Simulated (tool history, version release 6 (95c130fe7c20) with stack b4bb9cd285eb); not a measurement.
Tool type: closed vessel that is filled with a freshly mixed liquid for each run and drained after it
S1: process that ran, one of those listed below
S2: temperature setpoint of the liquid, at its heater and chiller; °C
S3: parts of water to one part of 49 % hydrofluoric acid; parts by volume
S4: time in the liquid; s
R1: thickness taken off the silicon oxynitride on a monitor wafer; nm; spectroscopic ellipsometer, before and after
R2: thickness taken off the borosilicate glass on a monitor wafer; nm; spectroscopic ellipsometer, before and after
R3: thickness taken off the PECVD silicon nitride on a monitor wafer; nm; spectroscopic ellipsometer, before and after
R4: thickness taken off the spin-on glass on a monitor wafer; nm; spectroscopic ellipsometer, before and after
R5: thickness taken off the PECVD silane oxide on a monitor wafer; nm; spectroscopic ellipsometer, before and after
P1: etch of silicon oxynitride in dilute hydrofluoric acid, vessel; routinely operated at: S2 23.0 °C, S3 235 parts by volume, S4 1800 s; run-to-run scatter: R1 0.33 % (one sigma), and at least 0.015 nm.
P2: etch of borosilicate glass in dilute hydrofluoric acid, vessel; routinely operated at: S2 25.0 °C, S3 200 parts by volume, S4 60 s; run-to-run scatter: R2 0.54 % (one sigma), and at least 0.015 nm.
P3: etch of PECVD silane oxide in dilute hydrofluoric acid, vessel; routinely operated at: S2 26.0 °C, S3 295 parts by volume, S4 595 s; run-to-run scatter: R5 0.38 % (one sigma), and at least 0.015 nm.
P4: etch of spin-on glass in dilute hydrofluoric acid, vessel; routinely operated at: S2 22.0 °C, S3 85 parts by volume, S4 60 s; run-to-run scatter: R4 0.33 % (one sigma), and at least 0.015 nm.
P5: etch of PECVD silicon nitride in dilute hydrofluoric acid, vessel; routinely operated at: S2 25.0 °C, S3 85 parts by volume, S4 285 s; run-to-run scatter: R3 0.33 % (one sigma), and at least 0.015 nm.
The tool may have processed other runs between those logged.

{"run": 1, "day": 0.283, "S1": "P1", "S2": 23.0, "S3": 235, "S4": 1800, "R1": 14.839}
{"run": 2, "day": 0.579, "S1": "P2", "S2": 25.0, "S3": 200, "S4": 30, "R2": 5.2594}
{"run": 3, "day": 1.033, "S1": "P5", "S2": 25.0, "S3": 135, "S4": 285, "R3": 11.703}
{"run": 4, "day": 1.421, "S1": "P1", "S2": 18.5, "S3": 235, "S4": 1800, "R1": 12.093}
{"run": 5, "day": 1.908, "S1": "P4", "S2": 22.0, "S3": 85, "S4": 60, "R4": 24.007}
{"run": 6, "day": 2.358, "S1": "P1", "S2": 19.0, "S3": 330, "S4": 1800, "R1": 8.3221}
{"run": 7, "day": 2.725, "S1": "P4", "S2": 22.0, "S3": 85, "S4": 115, "R4": 45.607}
{"run": 8, "day": 3.221, "S1": "P2", "S2": 25.0, "S3": 110, "S4": 60, "R2": 21.25}
{"run": 9, "day": 3.567, "S1": "P1", "S2": 23.0, "S3": 415, "S4": 1800, "R1": 7.464}
{"run": 10, "day": 4.012, "S1": "P1", "S2": 23.0, "S3": 235, "S4": 3390, "R1": 27.973}
{"run": 11, "day": 4.396, "S1": "P4", "S2": 17.0, "S3": 85, "S4": 60, "R4": 19.395}
{"run": 12, "day": 4.729, "S1": "P1", "S2": 28.5, "S3": 235, "S4": 1800, "R1": 18.916}
{"run": 13, "day": 5.162, "S1": "P1", "S2": 23.0, "S3": 150, "S4": 1800, "R1": 24.718}
{"run": 14, "day": 5.512, "S1": "P1", "S2": 23.0, "S3": 235, "S4": 1800, "R1": 14.907}
{"run": 15, "day": 5.938, "S1": "P1", "S2": 23.0, "S3": 235, "S4": 1800, "R1": 14.914}
{"run": 16, "day": 6.438, "S1": "P2", "S2": 25.0, "S3": 200, "S4": 60, "R2": 10.522}
{"run": 17, "day": 6.688, "S1": "P5", "S2": 25.0, "S3": 85, "S4": 515, "R3": 33.459}
{"run": 18, "day": 6.925, "S1": "P1", "S2": 23.0, "S3": 235, "S4": 540, "R1": 4.437}
{"run": 19, "day": 7.317, "S1": "P3", "S2": 26.0, "S3": 295, "S4": 175, "R5": 17.454}
{"run": 20, "day": 7.671, "S1": "P4", "S2": 22.0, "S3": 85, "S4": 60, "R4": 23.753}
{"run": 21, "day": 8.096, "S1": "P4", "S2": 22.0, "S3": 145, "S4": 60, "R4": 13.019}
{"run": 22, "day": 8.525, "S1": "P2", "S2": 25.0, "S3": 200, "S4": 60, "R2": 10.567}
{"run": 23, "day": 9.012, "S1": "P2", "S2": 17.0, "S3": 200, "S4": 60, "R2": 7.679}
{"run": 24, "day": 9.358, "S1": "P3", "S2": 26.0, "S3": 295, "S4": 595, "R5": 58.974}
{"run": 25, "day": 9.658, "S1": "P1", "S2": 23.0, "S3": 235, "S4": 1800, "R1": 14.971}
{"run": 26, "day": 10.062, "S1": "P5", "S2": 30.0, "S3": 85, "S4": 285, "R3": 25.422}
{"run": 27, "day": 10.421, "S1": "P3", "S2": 22.5, "S3": 295, "S4": 595, "R5": 52.089}
{"run": 28, "day": 10.908, "S1": "P1", "S2": 23.0, "S3": 385, "S4": 715, "R1": 3.2733}
{"run": 29, "day": 11.221, "S1": "P3", "S2": 26.0, "S3": 295, "S4": 595, "R5": 59.407}
{"run": 30, "day": 11.458, "S1": "P5", "S2": 25.0, "S3": 85, "S4": 285, "R3": 18.477}
{"run": 31, "day": 11.75, "S1": "P3", "S2": 26.0, "S3": 60, "S4": 595, "R5": 386.23}
{"run": 32, "day": 12.233, "S1": "P1", "S2": 23.0, "S3": 235, "S4": 1800, "R1": 14.867}
{"run": 33, "day": 12.629, "S1": "P1", "S2": 23.0, "S3": 235, "S4": 1800, "R1": 15.113}
{"run": 34, "day": 13.129, "S1": "P1", "S2": 23.0, "S3": 235, "S4": 1800, "R1": 15.478}
{"run": 35, "day": 13.367, "S1": "P1", "S2": 23.0, "S3": 235, "S4": 1800, "R1": 15.535}
{"run": 36, "day": 13.604, "S1": "P1", "S2": 23.0, "S3": 235, "S4": 1800, "R1": 15.645}
{"run": 37, "day": 13.925, "S1": "P1", "S2": 23.0, "S3": 235, "S4": 1800, "R1": 15.643}
{"run": 38, "day": 14.4, "S1": "P1", "S2": 23.0, "S3": 235, "S4": 1800, "R1": 15.778}
{"run": 39, "day": 14.883, "S1": "P1", "S2": 23.0, "S3": 235, "S4": 1800, "R1": 15.747}
{"run": 40, "day": 15.354, "S1": "P1", "S2": 23.0, "S3": 235, "S4": 1800, "R1": 15.834}
{"run": 41, "day": 15.717, "S1": "P1", "S2": 23.0, "S3": 235, "S4": 1800, "R1": 15.87}
{"run": 42, "day": 16.104, "S1": "P1", "S2": 23.0, "S3": 235, "S4": 1800, "R1": 15.835}

What P1 gives has crept away from where it was. These 2 causes fit the log equally well, each at the size given:
A: liquid hotter than its thermometer reads (K) = 1.43
B: hydrofluoric acid flow above the setpoint (%) = 5.53
The process output started creeping at around day 12.233.

The check runs listed below each take one wafer, and their results are still question marks. Under which run would the listed causes lead to clearly different results?
{"run": "check 1", "day": 16.492, "S1": "P2", "S2": 18.0, "S3": 200, "S4": 60, "R2": "?"}
{"run": "check 2", "day": 16.492, "S1": "P4", "S2": 22.0, "S3": 140, "S4": 60, "R4": "?"}
{"run": "check 3", "day": 16.492, "S1": "P5", "S2": 25.0, "S3": 120, "S4": 285, "R3": "?"}
{"run": "check 4", "day": 16.492, "S1": "P3", "S2": 26.0, "S3": 105, "S4": 175, "R5": "?"}

Expected result of each check under each candidate cause:
check=check_1 result=R2 if_A=8.5323 if_B=8.5983
check=check_2 result=R4 if_A=14.342 if_B=14.432
check=check_3 result=R3 if_A=14.382 if_B=13.836
check=check_4 result=R5 if_A=63.998 if_B=64.371
Smallest distance between any two causes, each pair judged by its most separating result, in per cent: check 1 0.77 %; check 2 0.63 %; check 3 3.87 %; check 4 0.58 %
Check 3 is the one run that separates the causes; every other check would come out nearly the same whichever cause is at work.

Running check 3 produced the following: R3 14.352 nm. Which one of the listed causes fits?

Of the candidate causes, it is A: liquid hotter than its thermometer reads (K).

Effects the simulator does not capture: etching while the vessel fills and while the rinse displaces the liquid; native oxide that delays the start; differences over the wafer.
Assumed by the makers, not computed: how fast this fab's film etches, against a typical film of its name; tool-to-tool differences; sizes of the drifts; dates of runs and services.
